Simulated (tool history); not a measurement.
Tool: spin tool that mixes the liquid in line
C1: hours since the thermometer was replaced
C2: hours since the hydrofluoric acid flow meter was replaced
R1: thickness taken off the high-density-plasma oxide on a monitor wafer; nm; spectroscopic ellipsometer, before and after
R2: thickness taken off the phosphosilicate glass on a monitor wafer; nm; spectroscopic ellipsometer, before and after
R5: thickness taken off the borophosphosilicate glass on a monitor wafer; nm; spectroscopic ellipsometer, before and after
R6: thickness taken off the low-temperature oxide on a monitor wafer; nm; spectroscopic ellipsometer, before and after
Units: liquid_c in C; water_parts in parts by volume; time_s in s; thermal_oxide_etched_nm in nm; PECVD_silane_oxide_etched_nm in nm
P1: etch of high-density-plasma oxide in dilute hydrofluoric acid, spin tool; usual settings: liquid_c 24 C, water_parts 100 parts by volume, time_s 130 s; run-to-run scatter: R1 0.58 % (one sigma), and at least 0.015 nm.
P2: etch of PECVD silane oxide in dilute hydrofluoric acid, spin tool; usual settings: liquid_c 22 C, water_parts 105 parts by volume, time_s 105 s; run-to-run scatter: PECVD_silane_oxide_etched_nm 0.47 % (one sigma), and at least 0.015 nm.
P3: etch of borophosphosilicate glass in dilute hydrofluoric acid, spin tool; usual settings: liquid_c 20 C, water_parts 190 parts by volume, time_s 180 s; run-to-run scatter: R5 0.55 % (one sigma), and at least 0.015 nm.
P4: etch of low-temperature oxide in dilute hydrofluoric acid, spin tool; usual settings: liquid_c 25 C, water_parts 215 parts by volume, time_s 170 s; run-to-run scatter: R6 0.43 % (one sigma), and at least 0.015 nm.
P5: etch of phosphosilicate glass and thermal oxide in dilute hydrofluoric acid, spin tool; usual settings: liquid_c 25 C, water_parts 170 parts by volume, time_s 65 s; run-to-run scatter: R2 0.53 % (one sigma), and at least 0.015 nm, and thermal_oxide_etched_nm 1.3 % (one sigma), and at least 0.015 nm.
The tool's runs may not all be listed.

Run 1, day 0.1: process P1, liquid_c 24 C, water_parts 100 parts by volume, time_s 130 s; C1 778; C2 231. Result: R1 6.9699 nm.
Run 2, day 0.254: process P5, liquid_c 18.5 C, water_parts 170 parts by volume, time_s 65 s; C1 781.7; C2 234.7. Result: R2 17.157 nm, thermal_oxide_etched_nm 1.3726 nm.
Run 3, day 0.392: process P1, liquid_c 17 C, water_parts 100 parts by volume, time_s 210 s; C1 785; C2 238. Result: R1 8.4903 nm.
Run 4, day 0.517: process P2, liquid_c 22 C, water_parts 105 parts by volume, time_s 105 s; C1 788; C2 241. Result: PECVD_silane_oxide_etched_nm 26.646 nm.
Run 5, day 0.642: process P1, liquid_c 24 C, water_parts 100 parts by volume, time_s 130 s; C1 791; C2 244. Result: R1 7.0006 nm.
Run 6, day 0.738: process P2, liquid_c 22 C, water_parts 105 parts by volume, time_s 160 s; C1 793.3; C2 246.3. Result: PECVD_silane_oxide_etched_nm 40.7 nm.
Run 7, day 0.871: process P3, liquid_c 20 C, water_parts 325 parts by volume, time_s 180 s; C1 796.5; C2 249.5. Result: R5 22.839 nm.
Run 8, day 1.054: process P3, liquid_c 20 C, water_parts 190 parts by volume, time_s 355 s; C1 800.9; C2 253.9. Result: R5 87.897 nm.
Run 9, day 1.171: process P4, liquid_c 32.5 C, water_parts 215 parts by volume, time_s 170 s; C1 803.7; C2 256.7. Result: R6 21.574 nm.
Run 10, day 1.333: process P1, liquid_c 24 C, water_parts 100 parts by volume, time_s 130 s; C1 807.6; C2 260.6. Result: R1 7.0062 nm.
Run 11, day 1.479: process P3, liquid_c 20 C, water_parts 190 parts by volume, time_s 180 s; C1 811.1; C2 264.1. Result: R5 44.633 nm.
Run 12, day 1.583: process P1, liquid_c 30.5 C, water_parts 170 parts by volume, time_s 130 s; C1 813.6; C2 266.6. Result: R1 4.8099 nm.
Run 13, day 1.733: process P1, liquid_c 28.5 C, water_parts 100 parts by volume, time_s 130 s; C1 817.2; C2 270.2. Result: R1 8.4655 nm.
Run 14, day 1.846: process P5, liquid_c 25 C, water_parts 170 parts by volume, time_s 65 s; C1 819.9; C2 272.9. Result: R2 22.248 nm, thermal_oxide_etched_nm 1.8038 nm.
Run 15, day 2.029: process P3, liquid_c 20 C, water_parts 190 parts by volume, time_s 180 s; C1 824.3; C2 277.3. Result: R5 44.688 nm.
At day 2.133: hydrofluoric acid flow meter replaced.
Run 16, day 2.158: process P1, liquid_c 24 C, water_parts 100 parts by volume, time_s 255 s; C1 827.4; C2 0.6. Result: R1 13.87 nm.
Run 17, day 2.358: process P1, liquid_c 18 C, water_parts 150 parts by volume, time_s 130 s; C1 832.2; C2 5.4. Result: R1 3.515 nm.
Run 18, day 2.55: process P4, liquid_c 25 C, water_parts 360 parts by volume, time_s 170 s; C1 836.8; C2 10. Result: R6 8.6468 nm.
Run 19, day 2.679: process P4, liquid_c 25 C, water_parts 215 parts by volume, time_s 170 s; C1 839.9; C2 13.1. Result: R6 16.665 nm.
Run 20, day 2.892: process P3, liquid_c 17 C, water_parts 190 parts by volume, time_s 180 s; C1 845; C2 18.2. Result: R5 39.324 nm.
Run 21, day 3.046: process P1, liquid_c 24 C, water_parts 145 parts by volume, time_s 130 s; C1 848.7; C2 21.9. Result: R1 4.6017 nm.
Run 22, day 3.225: process P2, liquid_c 22 C, water_parts 55 parts by volume, time_s 105 s; C1 853; C2 26.2. Result: PECVD_silane_oxide_etched_nm 53.518 nm.
Run 23, day 3.412: process P5, liquid_c 25 C, water_parts 85 parts by volume, time_s 65 s; C1 857.5; C2 30.7. Result: R2 48.945 nm, thermal_oxide_etched_nm 4.0367 nm.
Run 24, day 3.546: process P4, liquid_c 25 C, water_parts 215 parts by volume, time_s 65 s; C1 860.7; C2 33.9. Result: R6 6.3976 nm.
Run 25, day 3.692: process P1, liquid_c 19 C, water_parts 100 parts by volume, time_s 130 s; C1 864.2; C2 37.4. Result: R1 5.7341 nm.
Run 26, day 3.867: process P2, liquid_c 17 C, water_parts 105 parts by volume, time_s 105 s; C1 868.4; C2 41.6. Result: PECVD_silane_oxide_etched_nm 21.637 nm.
Run 27, day 4.017: process P1, liquid_c 24 C, water_parts 20 parts by volume, time_s 130 s; C1 872; C2 45.2. Result: R1 38.38 nm.
Run 28, day 4.204: process P1, liquid_c 24 C, water_parts 100 parts by volume, time_s 20 s; C1 876.5; C2 49.7. Result: R1 1.079 nm.
Run 29, day 4.325: process P1, liquid_c 24 C, water_parts 100 parts by volume, time_s 130 s; C1 879.4; C2 52.6. Result: R1 6.9666 nm.
Run 30, day 4.508: process P5, liquid_c 25 C, water_parts 170 parts by volume, time_s 105 s; C1 883.8; C2 57. Result: R2 35.699 nm, thermal_oxide_etched_nm 2.8664 nm.
Run 31, day 4.7: process P1, liquid_c 24 C, water_parts 100 parts by volume, time_s 130 s; C1 888.4; C2 61.6. Result: R1 7.016 nm.
Run 32, day 4.8: process P1, liquid_c 24 C, water_parts 100 parts by volume, time_s 130 s; C1 890.8; C2 64. Result: R1 7.1726 nm.
Run 33, day 4.946: process P1, liquid_c 24 C, water_parts 100 parts by volume, time_s 130 s; C1 894.3; C2 67.5. Result: R1 7.3664 nm.
Run 34, day 5.092: process P1, liquid_c 24 C, water_parts 100 parts by volume, time_s 130 s; C1 897.8; C2 71. Result: R1 7.4299 nm.
Run 35, day 5.271: process P1, liquid_c 24 C, water_parts 100 parts by volume, time_s 130 s; C1 902.1; C2 75.3. Result: R1 7.5595 nm.
Run 36, day 5.438: process P1, liquid_c 24 C, water_parts 100 parts by volume, time_s 130 s; C1 906.1; C2 79.3. Result: R1 7.583 nm.
Run 37, day 5.571: process P1, liquid_c 24 C, water_parts 100 parts by volume, time_s 130 s; C1 909.3; C2 82.5. Result: R1 7.6444 nm.
Run 38, day 5.679: process P1, liquid_c 24 C, water_parts 100 parts by volume, time_s 130 s; C1 911.9; C2 85.1. Result: R1 7.6519 nm.
Run 39, day 5.804: process P1, liquid_c 24 C, water_parts 100 parts by volume, time_s 130 s; C1 914.9; C2 88.1. Result: R1 7.6225 nm.
Run 40, day 5.983: process P1, liquid_c 24 C, water_parts 100 parts by volume, time_s 130 s; C1 919.2; C2 92.4. Result: R1 7.6347 nm.
Run 41, day 6.092: process P1, liquid_c 24 C, water_parts 100 parts by volume, time_s 130 s; C1 921.8; C2 95. Result: R1 7.6519 nm.

What P1 gives has crept away from where it was. These 2 causes fit the log equally well, each at the size given:
A: liquid hotter than its thermometer reads (K) = 2.21
B: hydrofluoric acid flow above the setpoint (%) = 8.03
The creep began at about day 4.7.

4 check runs are offered, one wafer each, their results left as question marks. Which one tells the causes apart?
Run check 1, day 6.2: process P3, liquid_c 17 C, water_parts 190 parts by volume, time_s 355 s. Result: R5 ?.
Run check 2, day 6.2: process P4, liquid_c 31 C, water_parts 305 parts by volume, time_s 170 s. Result: R6 ?.
Run check 3, day 6.2: process P5, liquid_c 25 C, water_parts 105 parts by volume, time_s 65 s. Result: R2 ?, thermal_oxide_etched_nm ?.
Run check 4, day 6.2: process P2, liquid_c 22 C, water_parts 70 parts by volume, time_s 105 s. Result: PECVD_silane_oxide_etched_nm ?.

What each check would give under each cause:
  check                        result    if A    if B
check 1                            R5   85.29  85.529
check 2                            R6  14.035  14.517
check 3                            R2  42.256  42.316
check 3       thermal_oxide_etched_nm   3.372  3.3768
check 4  PECVD_silane_oxide_etched_nm  45.504  45.204
How far apart the two closest causes lie, in the result that separates them most: check 1 0.28 %; check 2 3.38 %; check 3 0.14 %; check 4 0.66 %
Check 2 tells the causes apart: in the others they would give nearly the same result.

Then check 2 was run and gave: R6 14.044 nm. Which cause is it?

It is A: liquid hotter than its thermometer reads (K).
